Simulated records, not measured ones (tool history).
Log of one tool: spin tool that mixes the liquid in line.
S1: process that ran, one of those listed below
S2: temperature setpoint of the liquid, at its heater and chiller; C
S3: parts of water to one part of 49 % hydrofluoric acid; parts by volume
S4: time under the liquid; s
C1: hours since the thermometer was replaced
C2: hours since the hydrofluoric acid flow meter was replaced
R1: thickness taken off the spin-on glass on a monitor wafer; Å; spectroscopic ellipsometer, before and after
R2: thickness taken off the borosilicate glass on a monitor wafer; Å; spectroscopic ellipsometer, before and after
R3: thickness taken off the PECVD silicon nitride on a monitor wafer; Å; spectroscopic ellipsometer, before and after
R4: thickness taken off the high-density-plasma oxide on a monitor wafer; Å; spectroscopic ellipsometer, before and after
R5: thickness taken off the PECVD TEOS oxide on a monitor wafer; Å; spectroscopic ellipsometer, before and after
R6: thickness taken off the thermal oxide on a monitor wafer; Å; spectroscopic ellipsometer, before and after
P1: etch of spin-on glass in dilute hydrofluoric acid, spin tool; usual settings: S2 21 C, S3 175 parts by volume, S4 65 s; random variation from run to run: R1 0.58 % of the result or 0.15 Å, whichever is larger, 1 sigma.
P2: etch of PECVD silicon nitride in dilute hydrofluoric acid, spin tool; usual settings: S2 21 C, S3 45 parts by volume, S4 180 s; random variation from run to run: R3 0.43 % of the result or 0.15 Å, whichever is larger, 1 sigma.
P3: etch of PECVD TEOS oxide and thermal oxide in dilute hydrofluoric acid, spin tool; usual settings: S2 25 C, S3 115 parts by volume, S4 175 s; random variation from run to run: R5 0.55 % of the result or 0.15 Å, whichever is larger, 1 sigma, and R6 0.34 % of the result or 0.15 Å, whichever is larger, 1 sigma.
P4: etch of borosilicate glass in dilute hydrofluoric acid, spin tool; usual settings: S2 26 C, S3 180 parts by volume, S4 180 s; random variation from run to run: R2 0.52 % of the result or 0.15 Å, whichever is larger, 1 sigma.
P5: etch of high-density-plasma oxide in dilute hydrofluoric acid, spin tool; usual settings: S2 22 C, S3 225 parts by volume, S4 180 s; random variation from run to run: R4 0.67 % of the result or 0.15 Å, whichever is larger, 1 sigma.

Run 1, hour 5.6: S1 P1, S2 21 C, S3 175 parts by volume, S4 65 s; C1 391.2; C2 581.3. Result: R1 91.44 Å.
Run 2, hour 11.2: S1 P1, S2 21 C, S3 175 parts by volume, S4 65 s; C1 396.8; C2 586.9. Result: R1 91.878 Å.
Run 3, hour 15.7: S1 P4, S2 26 C, S3 180 parts by volume, S4 180 s; C1 401.3; C2 591.4. Result: R2 191.37 Å.
Run 4, hour 24.7: S1 P2, S2 17 C, S3 45 parts by volume, S4 180 s; C1 410.3; C2 600.4. Result: R3 99.347 Å.
Run 5, hour 29.2: S1 P5, S2 22 C, S3 390 parts by volume, S4 180 s; C1 414.8; C2 604.9. Result: R4 16.268 Å.
Run 6, hour 36.2: S1 P2, S2 21 C, S3 45 parts by volume, S4 180 s; C1 421.8; C2 611.9. Result: R3 131.31 Å.
Run 7, hour 42.8: S1 P5, S2 22 C, S3 225 parts by volume, S4 275 s; C1 428.4; C2 618.5. Result: R4 49.228 Å.
Run 8, hour 52.1: S1 P3, S2 25 C, S3 115 parts by volume, S4 175 s; C1 437.7; C2 627.8. Result: R5 203.47 Å, R6 78.239 Å.
Run 9, hour 58.3: S1 P3, S2 25 C, S3 205 parts by volume, S4 175 s; C1 443.9; C2 634. Result: R5 102.8 Å, R6 39.5 Å.
Run 10, hour 64.6: S1 P1, S2 21 C, S3 175 parts by volume, S4 100 s; C1 450.2; C2 640.3. Result: R1 141.4 Å.
Run 11, hour 72: S1 P3, S2 25 C, S3 115 parts by volume, S4 260 s; C1 457.6; C2 647.7. Result: R5 297.74 Å, R6 116.94 Å.
Run 12, hour 81.3: S1 P1, S2 21 C, S3 75 parts by volume, S4 65 s; C1 466.9; C2 657. Result: R1 238.7 Å.
Run 13, hour 87.2: S1 P1, S2 21 C, S3 175 parts by volume, S4 65 s; C1 472.8; C2 662.9. Result: R1 91.487 Å.
Run 14, hour 91.2: S1 P1, S2 21 C, S3 175 parts by volume, S4 20 s; C1 476.8; C2 666.9. Result: R1 28.51 Å.
Run 15, hour 100.3: S1 P3, S2 25 C, S3 115 parts by volume, S4 175 s; C1 485.9; C2 676. Result: R5 203.68 Å, R6 78.474 Å.
Run 16, hour 107.5: S1 P4, S2 26 C, S3 180 parts by volume, S4 310 s; C1 493.1; C2 683.2. Result: R2 330.66 Å.
Run 17, hour 113.5: S1 P4, S2 26 C, S3 310 parts by volume, S4 180 s; C1 499.1; C2 689.2. Result: R2 96.199 Å.
Run 18, hour 117.6: S1 P2, S2 21 C, S3 45 parts by volume, S4 270 s; C1 503.2; C2 693.3. Result: R3 196.66 Å.
Run 19, hour 123.9: S1 P5, S2 28 C, S3 225 parts by volume, S4 180 s; C1 509.5; C2 699.6. Result: R4 40.646 Å.
Run 20, hour 131.9: S1 P1, S2 21 C, S3 290 parts by volume, S4 65 s; C1 517.5; C2 707.6. Result: R1 49.236 Å.
Run 21, hour 140.1: S1 P1, S2 17 C, S3 175 parts by volume, S4 65 s; C1 525.7; C2 715.8. Result: R1 78.656 Å.
Run 22, hour 145.2: S1 P1, S2 21 C, S3 175 parts by volume, S4 65 s; C1 530.8; C2 720.9. Result: R1 91.553 Å.
Run 23, hour 149.9: S1 P1, S2 25 C, S3 175 parts by volume, S4 20 s; C1 535.5; C2 725.6. Result: R1 32.529 Å.

Run 24 comes next. What will it give?
Run 24, hour 154.9: S1 P4, S2 20 C, S3 180 parts by volume, S4 180 s; C1 540.5; C2 730.6. Result: R2 ?.

R2: 152.05 Å
